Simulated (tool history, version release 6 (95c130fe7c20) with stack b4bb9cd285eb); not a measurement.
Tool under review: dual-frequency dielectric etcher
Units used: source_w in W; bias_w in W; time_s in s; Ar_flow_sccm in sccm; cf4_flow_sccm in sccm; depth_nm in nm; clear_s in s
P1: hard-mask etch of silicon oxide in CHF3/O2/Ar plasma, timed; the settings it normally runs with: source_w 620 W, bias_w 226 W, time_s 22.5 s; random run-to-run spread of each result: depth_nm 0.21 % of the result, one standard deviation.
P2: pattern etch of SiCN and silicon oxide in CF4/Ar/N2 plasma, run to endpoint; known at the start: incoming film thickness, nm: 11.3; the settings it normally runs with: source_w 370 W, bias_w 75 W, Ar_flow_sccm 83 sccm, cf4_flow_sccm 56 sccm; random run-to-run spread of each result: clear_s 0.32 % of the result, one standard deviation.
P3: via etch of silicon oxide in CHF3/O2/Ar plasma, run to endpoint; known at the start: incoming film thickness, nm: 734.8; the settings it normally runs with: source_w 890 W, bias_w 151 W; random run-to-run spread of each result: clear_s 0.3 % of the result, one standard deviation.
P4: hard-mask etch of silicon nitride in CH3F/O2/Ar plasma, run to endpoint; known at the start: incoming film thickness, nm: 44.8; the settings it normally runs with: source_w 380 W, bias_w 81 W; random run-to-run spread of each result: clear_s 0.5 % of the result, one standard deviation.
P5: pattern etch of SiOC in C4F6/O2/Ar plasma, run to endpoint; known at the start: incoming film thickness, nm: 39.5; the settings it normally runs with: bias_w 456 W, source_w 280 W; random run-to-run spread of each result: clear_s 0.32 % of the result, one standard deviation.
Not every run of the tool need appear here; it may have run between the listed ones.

| run | day | process | source_w | bias_w | time_s | Ar_flow_sccm | cf4_flow_sccm | hours since the last wet clean | hours since the last source power generator calibration | hours since the last bias power generator calibration | depth_nm | clear_s |
|---|---|---|---|---|---|---|---|---|---|---|---|---|
| 1 | 0.112 | P1 | 620 | 226 | 22.5 |  |  | 300.9 | 1816 | 379.8 | 49.563 |  |
| 2 | 0.267 | P3 | 890 | 151 |  |  |  | 304.6 | 1819.7 | 383.5 |  | 323.95 |
| 3 | 0.421 | P5 | 280 | 456 |  |  |  | 308.3 | 1823.4 | 387.2 |  | 16.121 |
| 4 | 0.525 | P2 | 250 | 75 |  | 83 | 56 | 310.8 | 1825.9 | 389.7 |  | 21.695 |
| 5 | 0.633 | P5 | 280 | 356 |  |  |  | 313.4 | 1828.5 | 392.3 |  | 17.651 |
| 6 | 0.779 | P1 | 620 | 226 | 12.5 |  |  | 316.9 | 1832 | 395.8 | 27.576 |  |
| 7 | 0.883 | P1 | 390 | 226 | 22.5 |  |  | 319.4 | 1834.5 | 398.3 | 41.823 |  |
| 8 | 0.979 | P4 | 380 | 81 |  |  |  | 321.7 | 1836.8 | 400.6 |  | 64.58 |
| 9 | 1.146 | P1 | 820 | 226 | 22.5 |  |  | 325.7 | 1840.8 | 404.6 | 55.209 |  |
| 10 | 1.283 | P1 | 620 | 152 | 22.5 |  |  | 329 | 1844.1 | 407.9 | 43.513 |  |
| 11 | 1.375 | P1 | 620 | 226 | 22.5 |  |  | 331.2 | 1846.3 | 410.1 | 49.632 |  |
| 12 | 1.467 | P1 | 620 | 226 | 22.5 |  |  | 333.4 | 1848.5 | 412.3 | 49.704 |  |
| 13 | 1.646 | P1 | 740 | 176 | 22.5 |  |  | 337.7 | 1852.8 | 416.6 | 48.908 |  |
| 14 | 1.821 | P4 | 380 | 112 |  |  |  | 341.9 | 1857 | 420.8 |  | 57.482 |
| 15 | 1.946 | P1 | 620 | 226 | 22.5 |  |  | 344.9 | 1860 | 423.8 | 49.769 |  |
| 16 | 2.033 | P1 | 620 | 226 | 33.5 |  |  | 347 | 1862.1 | 425.9 | 73.934 |  |
| 17 | 2.121 | P3 | 890 | 107 |  |  |  | 349.1 | 1864.2 | 428 |  | 357.37 |
| 18 | 2.204 | P1 | 620 | 226 | 22.5 |  |  | 351.1 | 1866.2 | 430 | 49.698 |  |
| 19 | 2.304 | P1 | 620 | 305 | 22.5 |  |  | 353.5 | 1868.6 | 432.4 | 55.193 |  |
| 20 | 2.438 | P2 | 370 | 75 |  | 51 | 56 | 356.7 | 1871.8 | 435.6 |  | 14.313 |
| 21 | 2.592 | P4 | 380 | 81 |  |  |  | 360.4 | 1875.5 | 439.3 |  | 64.071 |
| 22 | 2.688 | P4 | 280 | 81 |  |  |  | 362.7 | 1877.8 | 441.6 |  | 72.37 |
| 23 | 2.842 | P2 | 370 | 75 |  | 83 | 56 | 366.4 | 1881.5 | 445.3 |  | 15.269 |
| 24 | 2.962 | P1 | 620 | 226 | 22.5 |  |  | 369.3 | 1884.4 | 448.2 | 49.798 |  |
| 25 | 3.083 | P5 | 180 | 456 |  |  |  | 372.2 | 1887.3 | 451.1 |  | 18.99 |
| 26 | 3.204 | P2 | 370 | 75 |  | 83 | 41 | 375.1 | 1890.2 | 454 |  | 16.148 |
| 27 | 3.296 | P3 | 700 | 151 |  |  |  | 377.3 | 1892.4 | 456.2 |  | 355.56 |
| 28 | 3.429 | P2 | 370 | 95 |  | 83 | 56 | 380.5 | 1895.6 | 459.4 |  | 14.162 |
| 29 | 3.554 | P1 | 620 | 226 | 22.5 |  |  | 383.5 | 1898.6 | 462.4 | 49.516 |  |
| 30 | 3.688 | P1 | 620 | 226 | 22.5 |  |  | 386.7 | 1901.8 | 465.6 | 49.482 |  |
| 31 | 3.771 | P1 | 620 | 226 | 22.5 |  |  | 388.7 | 1903.8 | 467.6 | 49.458 |  |
| 32 | 3.912 | P1 | 620 | 226 | 22.5 |  |  | 392.1 | 1907.2 | 471 | 49.296 |  |
| 33 | 4.05 | P1 | 620 | 226 | 22.5 |  |  | 395.4 | 1910.5 | 474.3 | 48.954 |  |
| 34 | 4.2 | P1 | 620 | 226 | 22.5 |  |  | 399 | 1914.1 | 477.9 | 48.922 |  |
|  | 4.267 | wet clean of the chamber |
| 35 | 4.338 | P1 | 620 | 226 | 22.5 |  |  | 1.8 | 1917.4 | 481.2 | 48.925 |  |
| 36 | 4.454 | P1 | 620 | 226 | 22.5 |  |  | 4.6 | 1920.2 | 484 | 48.999 |  |
| 37 | 4.575 | P1 | 620 | 226 | 22.5 |  |  | 7.5 | 1923.1 | 486.9 | 48.957 |  |

What P1 gives has crept off from where it sat before. The 2 causes that follow fit the log equally well, each at the size noted:
A: bias power that arrives under what is set, % = 4.46
B: source power that arrives under what is set, % = 4.13
At approximately day 3.554, the process output began to creep.
All other causes, with the reason each is excluded:
chamber walls in a state that lowers the etch rate, %: work on it at day 4.267, done after the drift set in, did not restore what the process gave before

The list below offers 4 check runs, each averaging the results of 2 wafers, and shows each result as a question mark. For which of them would the listed causes give clearly different results?
| check 1 | 4.696 | P5 | 280 | 456 |  |  |  |  |  |  |  | ? |
| check 2 | 4.696 | P4 | 380 | 81 |  |  |  |  |  |  |  | ? |
| check 3 | 4.696 | P3 | 890 | 151 |  |  |  |  |  |  |  | ? |
| check 4 | 4.696 | P2 | 370 | 75 |  | 83 | 56 |  |  |  |  | ? |

Check results expected under each cause:
| check | result | if A | if B |
|---|---|---|---|
| check 1 | clear_s | 16.368 | 16.343 |
| check 2 | clear_s | 65.366 | 65.355 |
| check 3 | clear_s | 327.91 | 328.63 |
| check 4 | clear_s | 15.592 | 15.928 |
Minimum pairwise separation of causes per check, each pair taken at its best-separating result: check 1 0.15 %; check 2 0.02 %; check 3 0.22 %; check 4 2.13 %
The other checks would show nearly matching results whichever cause is true, so check 4 is the only one that separates the causes.

Then check 4 was run and gave: clear_s 15.542 s. Which cause is it?

It is A: bias power that arrives under what is set, %.

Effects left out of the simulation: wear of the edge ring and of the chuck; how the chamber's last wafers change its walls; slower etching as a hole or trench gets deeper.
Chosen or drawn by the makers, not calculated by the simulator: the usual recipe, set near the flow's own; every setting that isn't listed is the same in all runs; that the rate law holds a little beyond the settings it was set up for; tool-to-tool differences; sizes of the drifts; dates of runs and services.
